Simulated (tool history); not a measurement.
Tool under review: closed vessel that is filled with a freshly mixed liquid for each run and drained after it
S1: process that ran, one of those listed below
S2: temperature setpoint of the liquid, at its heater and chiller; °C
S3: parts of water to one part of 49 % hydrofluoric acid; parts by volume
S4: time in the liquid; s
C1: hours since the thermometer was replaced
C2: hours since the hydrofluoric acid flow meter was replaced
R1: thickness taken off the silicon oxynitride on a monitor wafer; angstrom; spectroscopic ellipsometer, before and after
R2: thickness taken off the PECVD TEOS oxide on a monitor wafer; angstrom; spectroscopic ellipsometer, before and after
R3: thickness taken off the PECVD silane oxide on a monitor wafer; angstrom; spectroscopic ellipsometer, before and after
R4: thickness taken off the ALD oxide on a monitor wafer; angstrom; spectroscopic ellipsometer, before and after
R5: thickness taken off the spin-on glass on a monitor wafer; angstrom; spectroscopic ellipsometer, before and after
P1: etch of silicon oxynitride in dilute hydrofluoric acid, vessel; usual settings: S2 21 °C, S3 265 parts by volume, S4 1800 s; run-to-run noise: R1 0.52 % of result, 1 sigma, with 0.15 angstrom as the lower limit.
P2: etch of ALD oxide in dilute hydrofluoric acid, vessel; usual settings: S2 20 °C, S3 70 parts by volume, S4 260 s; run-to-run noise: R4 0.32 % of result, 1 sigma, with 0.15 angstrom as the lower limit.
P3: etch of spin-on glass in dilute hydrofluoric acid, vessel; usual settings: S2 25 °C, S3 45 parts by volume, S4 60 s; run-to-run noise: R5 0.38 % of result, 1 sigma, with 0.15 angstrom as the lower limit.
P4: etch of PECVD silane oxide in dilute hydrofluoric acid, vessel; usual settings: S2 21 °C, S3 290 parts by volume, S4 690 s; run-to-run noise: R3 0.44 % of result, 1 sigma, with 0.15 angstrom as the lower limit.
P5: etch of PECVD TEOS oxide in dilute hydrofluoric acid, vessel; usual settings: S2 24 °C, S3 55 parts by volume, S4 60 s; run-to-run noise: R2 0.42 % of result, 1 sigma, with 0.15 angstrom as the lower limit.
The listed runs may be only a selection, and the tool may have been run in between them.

| run | hour | S1 | S2 | S3 | S4 | C1 | C2 | R1 | R2 | R3 | R4 | R5 |
|---|---|---|---|---|---|---|---|---|---|---|---|---|
| 1 | 10.8 | P1 | 21 | 265 | 1800 | 915.6 | 897 | 250.77 |  |  |  |  |
| 2 | 21.7 | P5 | 24 | 55 | 60 | 926.5 | 907.9 |  | 244.65 |  |  |  |
| 3 | 36.2 | P4 | 21 | 290 | 40 | 941 | 922.4 |  |  | 22.993 |  |  |
| 4 | 51 | P1 | 17 | 265 | 2790 | 955.8 | 937.2 | 327.96 |  |  |  |  |
| 5 | 62.3 | P2 | 20 | 70 | 465 | 967.1 | 948.5 |  |  |  | 792.16 |  |
| 6 | 71.6 | P1 | 21 | 265 | 1800 | 976.4 | 957.8 | 254.25 |  |  |  |  |
| 7 | 84.7 | P1 | 27.5 | 265 | 1800 | 989.5 | 970.9 | 335.6 |  |  |  |  |
| 8 | 95.1 | P3 | 30 | 45 | 60 | 999.9 | 981.3 |  |  |  |  | 608.98 |
| 9 | 108.8 | P4 | 21 | 510 | 690 | 1013.6 | 995 |  |  | 186.7 |  |  |
| 10 | 117 | P1 | 21 | 265 | 785 | 1021.8 | 1003.2 | 108.93 |  |  |  |  |
| 11 | 127.4 | P4 | 21 | 290 | 690 | 1032.2 | 1013.6 |  |  | 396.97 |  |  |
| 12 | 134.2 | P5 | 24 | 55 | 60 | 1039 | 1020.4 |  | 243.07 |  |  |  |
| 13 | 145.2 | P2 | 20 | 35 | 260 | 1050 | 1031.4 |  |  |  | 924.06 |  |
| 14 | 152.2 | P5 | 24 | 55 | 115 | 1057 | 1038.4 |  | 466.59 |  |  |  |
| 15 | 165.7 | P1 | 21 | 265 | 1800 | 1070.5 | 1051.9 | 252.63 |  |  |  |  |
| 16 | 173.7 | P1 | 21 | 140 | 1800 | 1078.5 | 1059.9 | 518.27 |  |  |  |  |
| 17 | 180.8 | P1 | 21 | 265 | 1800 | 1085.6 | 1067 | 252.29 |  |  |  |  |
| 18 | 189.4 | P3 | 25 | 20 | 60 | 1094.2 | 1075.6 |  |  |  |  | 1169.3 |
| 19 | 196.1 | P3 | 25 | 45 | 105 | 1100.9 | 1082.3 |  |  |  |  | 876.44 |
| 20 | 205.6 | P1 | 21 | 375 | 1800 | 1110.4 | 1091.8 | 165.49 |  |  |  |  |
| 21 | 218.7 | P1 | 21 | 265 | 1800 | 1123.5 | 1104.9 | 252.79 |  |  |  |  |
| 22 | 226.8 | P1 | 21 | 265 | 1800 | 1131.6 | 1113 | 253.13 |  |  |  |  |
| 23 | 240.9 | P2 | 20 | 70 | 260 | 1145.7 | 1127.1 |  |  |  | 444.05 |  |
| 24 | 254 | P1 | 21 | 450 | 475 | 1158.8 | 1140.2 | 35.651 |  |  |  |  |
| 25 | 262.8 | P4 | 21 | 290 | 690 | 1167.6 | 1149 |  |  | 397.24 |  |  |
| 26 | 269.5 | P2 | 25.5 | 70 | 260 | 1174.3 | 1155.7 |  |  |  | 554.45 |  |
| 27 | 281.6 | P4 | 29 | 290 | 690 | 1186.4 | 1167.8 |  |  | 521.1 |  |  |
| 28 | 294.9 | P5 | 19 | 55 | 60 | 1199.7 | 1181.1 |  | 198.24 |  |  |  |
| 29 | 306.3 | P1 | 21 | 265 | 1800 | 1211.1 | 1192.5 | 250.25 |  |  |  |  |
| 30 | 316.2 | P1 | 21 | 265 | 2750 | 1221 | 1202.4 | 385.28 |  |  |  |  |
| 31 | 327.4 | P3 | 25 | 45 | 60 | 1232.2 | 1213.6 |  |  |  |  | 503.16 |
| 32 | 333.8 | P1 | 17 | 265 | 1800 | 1238.6 | 1220 | 209.71 |  |  |  |  |
| 33 | 342 | P5 | 24 | 100 | 60 | 1246.8 | 1228.2 |  | 127.25 |  |  |  |
| 34 | 352.8 | P1 | 21 | 265 | 1800 | 1257.6 | 1239 | 253.52 |  |  |  |  |
| 35 | 360.7 | P1 | 21 | 265 | 1800 | 1265.5 | 1246.9 | 247.49 |  |  |  |  |
| 36 | 369.5 | P1 | 21 | 265 | 1800 | 1274.3 | 1255.7 | 241.45 |  |  |  |  |
| 37 | 376 | P1 | 21 | 265 | 1800 | 1280.8 | 1262.2 | 239.92 |  |  |  |  |
| 38 | 388.8 | P1 | 21 | 265 | 1800 | 1293.6 | 1275 | 237.09 |  |  |  |  |
| 39 | 397.3 | P1 | 21 | 265 | 1800 | 1302.1 | 1283.5 | 237.68 |  |  |  |  |
| 40 | 412.1 | P1 | 21 | 265 | 1800 | 1316.9 | 1298.3 | 234.59 |  |  |  |  |
| 41 | 426.6 | P1 | 21 | 265 | 1800 | 1331.4 | 1312.8 | 235.57 |  |  |  |  |
| 42 | 435.2 | P1 | 21 | 265 | 1800 | 1340 | 1321.4 | 233.74 |  |  |  |  |
| 43 | 444.8 | P1 | 21 | 265 | 1800 | 1349.6 | 1331 | 233.61 |  |  |  |  |

P1 has crept away from where it was. The log is fitted equally well by each of these 2 causes, at the sizes shown:
A: hydrofluoric acid flow below the setpoint (%) = 6.11
B: liquid colder than its thermometer reads (K) = 1.65
The gradual shift began around hour 352.8.

Each of the 4 check runs below uses one wafer; its results are left as question marks. Which run tells the causes apart?
| check 1 | 454.4 | P2 | 23.5 | 70 | 260 |  |  |  |  |  | ? |  |
| check 2 | 454.4 | P5 | 24 | 75 | 105 |  |  |  | ? |  |  |  |
| check 3 | 454.4 | P3 | 25 | 25 | 60 |  |  |  |  |  |  | ? |
| check 4 | 454.4 | P4 | 28.5 | 485 | 690 |  |  |  |  | ? |  |  |

If the cause were each of the candidates in turn, the checks would give the following:
| check | result | if A | if B |
|---|---|---|---|
| check 1 | R4 | 478.12 | 478.74 |
| check 2 | R2 | 284.6 | 285.23 |
| check 3 | R5 | 869.84 | 866.51 |
| check 4 | R3 | 231.69 | 241.66 |
Per-check spread between the two closest causes, in the result where they differ most: check 1 0.13 %; check 2 0.22 %; check 3 0.38 %; check 4 4.21 %
Check 4 tells the causes apart: in the others they would give nearly the same result.

Then check 4 was run and gave: R3 241.31 angstrom. Which cause is it?

The cause is B: liquid colder than its thermometer reads (K).
